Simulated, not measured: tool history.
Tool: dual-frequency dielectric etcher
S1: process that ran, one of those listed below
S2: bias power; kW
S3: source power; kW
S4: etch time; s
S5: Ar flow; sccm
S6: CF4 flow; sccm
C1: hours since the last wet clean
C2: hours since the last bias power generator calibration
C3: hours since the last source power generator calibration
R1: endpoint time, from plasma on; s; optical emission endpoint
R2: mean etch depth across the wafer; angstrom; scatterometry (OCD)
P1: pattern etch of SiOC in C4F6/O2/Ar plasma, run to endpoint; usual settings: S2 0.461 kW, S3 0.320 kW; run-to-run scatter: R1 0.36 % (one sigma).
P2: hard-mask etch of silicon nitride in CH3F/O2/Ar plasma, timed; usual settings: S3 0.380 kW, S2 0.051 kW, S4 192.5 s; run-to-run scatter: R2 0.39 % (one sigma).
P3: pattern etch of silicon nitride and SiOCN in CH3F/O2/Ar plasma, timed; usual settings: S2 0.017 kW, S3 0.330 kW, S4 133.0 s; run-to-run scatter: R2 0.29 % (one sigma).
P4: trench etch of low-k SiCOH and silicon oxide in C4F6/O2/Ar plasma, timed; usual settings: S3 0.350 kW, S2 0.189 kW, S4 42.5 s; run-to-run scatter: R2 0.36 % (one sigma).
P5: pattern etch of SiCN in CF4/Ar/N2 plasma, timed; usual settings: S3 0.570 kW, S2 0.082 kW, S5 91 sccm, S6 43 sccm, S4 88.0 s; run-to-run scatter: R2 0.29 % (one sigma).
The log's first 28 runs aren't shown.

run	day	S1	S2	S3	S4	S5	S6	C1	C2	C3	R1	R2
29	13.138	P2	0.051	0.380	192.5			174.8	859.5	814.3		1165.60
30	13.529	P5	0.082	0.570	88.0	91	59	184.2	868.9	823.7		960.50
31	13.983	P2	0.051	0.530	192.5			195.1	879.8	834.6		1319.00
32	14.354	P1	0.461	0.320				204.0	888.7	843.5	11.2800	
33	14.888	P1	0.461	0.320				216.8	901.5	856.3	11.3670	
34	15.262	P1	0.461	0.320				225.8	910.5	865.3	11.4000	
35	15.696	P1	0.461	0.320				236.2	920.9	875.7	11.4650	
36	16.046	P1	0.461	0.320				244.6	929.3	884.1	11.4040	
37	16.704	P1	0.461	0.320				260.4	945.1	899.9	11.5000	
38	17.146	P1	0.461	0.320				271.0	955.7	910.5	11.5060	

Forecast run 39:
# day 17.479: wet clean of the chamber
39	17.696	P1	0.461	0.320				5.3	968.9	923.7	?	

R1: 11.4980 s
